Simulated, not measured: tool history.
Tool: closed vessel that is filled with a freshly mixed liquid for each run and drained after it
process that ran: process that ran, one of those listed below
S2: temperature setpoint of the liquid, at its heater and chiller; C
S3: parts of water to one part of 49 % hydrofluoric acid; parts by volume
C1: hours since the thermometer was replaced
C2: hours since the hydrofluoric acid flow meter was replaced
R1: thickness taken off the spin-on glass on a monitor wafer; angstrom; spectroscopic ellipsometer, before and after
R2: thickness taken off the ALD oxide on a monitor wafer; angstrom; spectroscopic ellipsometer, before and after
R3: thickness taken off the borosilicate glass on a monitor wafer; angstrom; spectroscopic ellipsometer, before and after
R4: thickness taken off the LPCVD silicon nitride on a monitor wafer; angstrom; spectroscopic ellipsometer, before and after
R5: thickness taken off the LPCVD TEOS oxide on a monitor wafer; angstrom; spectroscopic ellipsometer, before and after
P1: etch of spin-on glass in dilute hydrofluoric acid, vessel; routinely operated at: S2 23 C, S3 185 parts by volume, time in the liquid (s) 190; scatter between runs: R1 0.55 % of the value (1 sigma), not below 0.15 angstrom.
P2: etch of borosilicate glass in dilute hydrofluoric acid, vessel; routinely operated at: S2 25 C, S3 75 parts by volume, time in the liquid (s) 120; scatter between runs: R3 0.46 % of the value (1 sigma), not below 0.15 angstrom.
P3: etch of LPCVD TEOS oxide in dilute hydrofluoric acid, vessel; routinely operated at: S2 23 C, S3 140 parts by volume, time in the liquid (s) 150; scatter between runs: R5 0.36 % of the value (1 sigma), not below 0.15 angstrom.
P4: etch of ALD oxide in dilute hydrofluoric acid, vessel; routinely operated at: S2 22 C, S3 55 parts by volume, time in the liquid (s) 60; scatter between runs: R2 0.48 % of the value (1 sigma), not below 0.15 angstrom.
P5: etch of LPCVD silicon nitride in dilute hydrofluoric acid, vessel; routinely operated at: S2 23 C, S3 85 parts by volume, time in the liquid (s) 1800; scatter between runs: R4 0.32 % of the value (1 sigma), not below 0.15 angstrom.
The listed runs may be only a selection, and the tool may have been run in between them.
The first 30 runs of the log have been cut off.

Run 31, hour 159.1: process that ran P4, S2 22 C, S3 55 parts by volume, time in the liquid (s) 60; C1 235.4; C2 895.2. Result: R2 246.64 angstrom.
Run 32, hour 162.9: process that ran P1, S2 23 C, S3 185 parts by volume, time in the liquid (s) 190; C1 239.2; C2 899. Result: R1 253.22 angstrom.
Run 33, hour 167.1: process that ran P1, S2 23 C, S3 185 parts by volume, time in the liquid (s) 190; C1 243.4; C2 903.2. Result: R1 261.1 angstrom.
Run 34, hour 172.2: process that ran P1, S2 23 C, S3 185 parts by volume, time in the liquid (s) 190; C1 248.5; C2 908.3. Result: R1 261.89 angstrom.
Run 35, hour 178.5: process that ran P1, S2 23 C, S3 185 parts by volume, time in the liquid (s) 190; C1 254.8; C2 914.6. Result: R1 264.93 angstrom.
Run 36, hour 183.3: process that ran P1, S2 23 C, S3 185 parts by volume, time in the liquid (s) 190; C1 259.6; C2 919.4. Result: R1 265.98 angstrom.
Run 37, hour 187.9: process that ran P1, S2 23 C, S3 185 parts by volume, time in the liquid (s) 190; C1 264.2; C2 924. Result: R1 267.65 angstrom.
Run 38, hour 193.9: process that ran P1, S2 23 C, S3 185 parts by volume, time in the liquid (s) 190; C1 270.2; C2 930. Result: R1 266.24 angstrom.
Run 39, hour 199.7: process that ran P1, S2 23 C, S3 185 parts by volume, time in the liquid (s) 190; C1 276; C2 935.8. Result: R1 268.76 angstrom.
Run 40, hour 204.5: process that ran P1, S2 23 C, S3 185 parts by volume, time in the liquid (s) 190; C1 280.8; C2 940.6. Result: R1 269.18 angstrom.

Run 41 has not been measured yet. What should we expect?
Run 41, hour 210.7: process that ran P1, S2 23 C, S3 185 parts by volume, time in the liquid (s) 190; C1 287; C2 946.8. Result: R1 ?.

Logged for run 41: R1 270.62 angstrom.

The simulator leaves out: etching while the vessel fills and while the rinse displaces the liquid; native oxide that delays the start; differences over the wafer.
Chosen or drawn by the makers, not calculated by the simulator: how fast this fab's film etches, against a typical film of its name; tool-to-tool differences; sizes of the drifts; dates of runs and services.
